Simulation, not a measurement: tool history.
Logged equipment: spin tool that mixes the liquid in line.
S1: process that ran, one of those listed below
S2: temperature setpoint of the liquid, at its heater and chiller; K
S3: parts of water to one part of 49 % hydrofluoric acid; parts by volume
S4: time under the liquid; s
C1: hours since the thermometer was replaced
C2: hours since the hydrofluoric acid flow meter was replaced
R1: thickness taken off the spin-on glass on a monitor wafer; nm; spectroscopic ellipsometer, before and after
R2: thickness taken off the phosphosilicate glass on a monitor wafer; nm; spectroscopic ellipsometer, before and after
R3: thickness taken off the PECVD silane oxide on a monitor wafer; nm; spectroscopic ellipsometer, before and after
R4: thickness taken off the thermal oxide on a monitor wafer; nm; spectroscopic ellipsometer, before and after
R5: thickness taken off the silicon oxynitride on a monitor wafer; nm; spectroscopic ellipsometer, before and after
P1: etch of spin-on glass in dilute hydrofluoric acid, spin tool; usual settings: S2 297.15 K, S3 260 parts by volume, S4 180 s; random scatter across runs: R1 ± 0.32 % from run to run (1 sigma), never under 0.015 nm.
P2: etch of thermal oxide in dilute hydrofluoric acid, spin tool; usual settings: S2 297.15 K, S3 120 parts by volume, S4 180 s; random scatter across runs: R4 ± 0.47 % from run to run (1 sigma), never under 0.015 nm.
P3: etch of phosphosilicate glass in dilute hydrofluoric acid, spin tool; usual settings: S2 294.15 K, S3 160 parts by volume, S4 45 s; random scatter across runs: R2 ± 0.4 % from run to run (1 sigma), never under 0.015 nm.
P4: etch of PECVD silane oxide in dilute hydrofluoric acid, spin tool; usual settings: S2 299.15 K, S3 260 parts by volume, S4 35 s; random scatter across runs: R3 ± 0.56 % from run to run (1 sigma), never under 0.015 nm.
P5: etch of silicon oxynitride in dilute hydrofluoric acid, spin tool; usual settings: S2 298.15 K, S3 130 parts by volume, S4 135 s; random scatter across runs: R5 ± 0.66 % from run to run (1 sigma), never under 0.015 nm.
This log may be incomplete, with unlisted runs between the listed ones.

run,hour,S1,S2,S3,S4,C1,C2,R1,R2,R3,R4,R5
1,7.8,P1,297.15,260,180,1180.1,710.5,22.77,,,,
2,15.9,P1,297.15,260,35,1188.2,718.6,4.4237,,,,
3,28.4,P1,304.65,260,15,1200.7,731.1,2.4687,,,,
4,38.3,P1,297.15,260,180,1210.6,741,22.804,,,,
5,45.7,P1,297.15,425,335,1218,748.4,22.26,,,,
6,53.3,P1,297.15,465,180,1225.6,756,10.465,,,,
7,65.6,P3,300.15,160,45,1237.9,768.3,,27.029,,,
8,74.6,P1,290.15,260,180,1246.9,777.3,17.615,,,,
9,80.8,P1,302.15,260,180,1253.1,783.5,26.999,,,,
10,94.5,P1,297.15,260,180,1266.8,797.2,22.812,,,,
11,102.4,P3,294.15,275,45,1274.7,805.1,,11.236,,,
12,116.5,P4,299.15,85,35,1288.8,819.2,,,18.764,,
13,123.9,P4,299.15,260,55,1296.2,826.6,,,7.8691,,
14,137.3,P3,294.15,160,45,1309.6,840,,21.523,,,
15,146.6,P1,297.15,260,180,1318.9,849.3,22.791,,,,
16,159.6,P2,304.15,120,180,1331.9,862.3,,,,9.1181,
17,168,P5,298.15,130,135,1340.3,870.7,,,,,4.0701
18,176.1,P1,297.15,70,180,1348.4,878.8,105.79,,,,
19,187.6,P1,297.15,260,180,1359.9,890.3,22.874,,,,
20,197.7,P3,294.15,160,75,1370,900.4,,35.644,,,
21,210.6,P1,297.15,260,270,1382.9,913.3,34.292,,,,
22,224,P3,294.15,160,45,1396.3,926.7,,21.544,,,
23,231.3,P5,290.65,130,135,1403.6,934,,,,,2.812
24,242.3,P2,297.15,75,180,1414.6,945,,,,11.847,
25,254.9,P5,298.15,130,245,1427.2,957.6,,,,,7.2929
26,268.4,P2,297.15,120,15,1440.7,971.1,,,,0.60148,
27,280.1,P5,298.15,55,135,1452.4,982.8,,,,,10.052
28,290.5,P4,294.15,260,35,1462.8,993.2,,,4.1903,,
29,297.1,P2,297.15,120,180,1469.4,999.8,,,,7.0202,
30,307.6,P4,299.15,260,35,1479.9,1010.3,,,5.0081,,
31,321.4,P1,297.15,260,180,1493.7,1024.1,22.828,,,,
32,331.8,P1,297.15,260,180,1504.1,1034.5,22.916,,,,
33,344.5,P1,297.15,260,180,1516.8,1047.2,22.893,,,,
34,353.2,P1,297.15,260,180,1525.5,1055.9,23.374,,,,
35,363.3,P1,297.15,260,180,1535.6,1066,23.919,,,,
36,373.1,P1,297.15,260,180,1545.4,1075.8,24.002,,,,
37,386.5,P1,297.15,260,180,1558.8,1089.2,24.235,,,,
38,395.7,P1,297.15,260,180,1568,1098.4,24.491,,,,
39,405.1,P1,297.15,260,180,1577.4,1107.8,24.468,,,,
40,418.7,P1,297.15,260,180,1591,1121.4,24.513,,,,
41,424.8,P1,297.15,260,180,1597.1,1127.5,24.541,,,,
42,431.2,P1,297.15,260,180,1603.5,1133.9,24.518,,,,

The output of P1 has drifted from where it used to be. Each of the 2 causes below, taken at the size shown beside it, accounts for the log equally well:
A: liquid hotter than its thermometer reads (K) = 2.05
B: hydrofluoric acid flow above the setpoint (%) = 5.9
At approximately hour 344.5, the process output began to creep.

Consider the 4 check runs below, whose results appear as question marks and each of which averages 2 wafers. Which one distinguishes the causes, in that each cause would give it a clearly different result?
check 1,437.6,P3,300.15,160,45,,,,?,,,
check 2,437.6,P5,291.65,130,235,,,,,,,?
check 3,437.6,P2,303.65,120,120,,,,,,?,
check 4,437.6,P4,295.65,260,35,,,,,?,,

Check results expected under each cause:
check,result,if A,if B
check 1,R2,29.1,28.911
check 2,R5,5.6441,5.4392
check 3,R4,6.406,6.3565
check 4,R3,4.7416,4.7334
Gap, in per cent, between the two causes that each check separates least, read from the result that separates them most: check 1 0.65 %; check 2 3.7 %; check 3 0.78 %; check 4 0.17 %
The causes can be told apart only by check 2. The other checks would give nearly the same results under each of them.

Check 2 was then run and gave: R5 5.4076 nm. Which cause is it?

The cause is B: hydrofluoric acid flow above the setpoint (%).
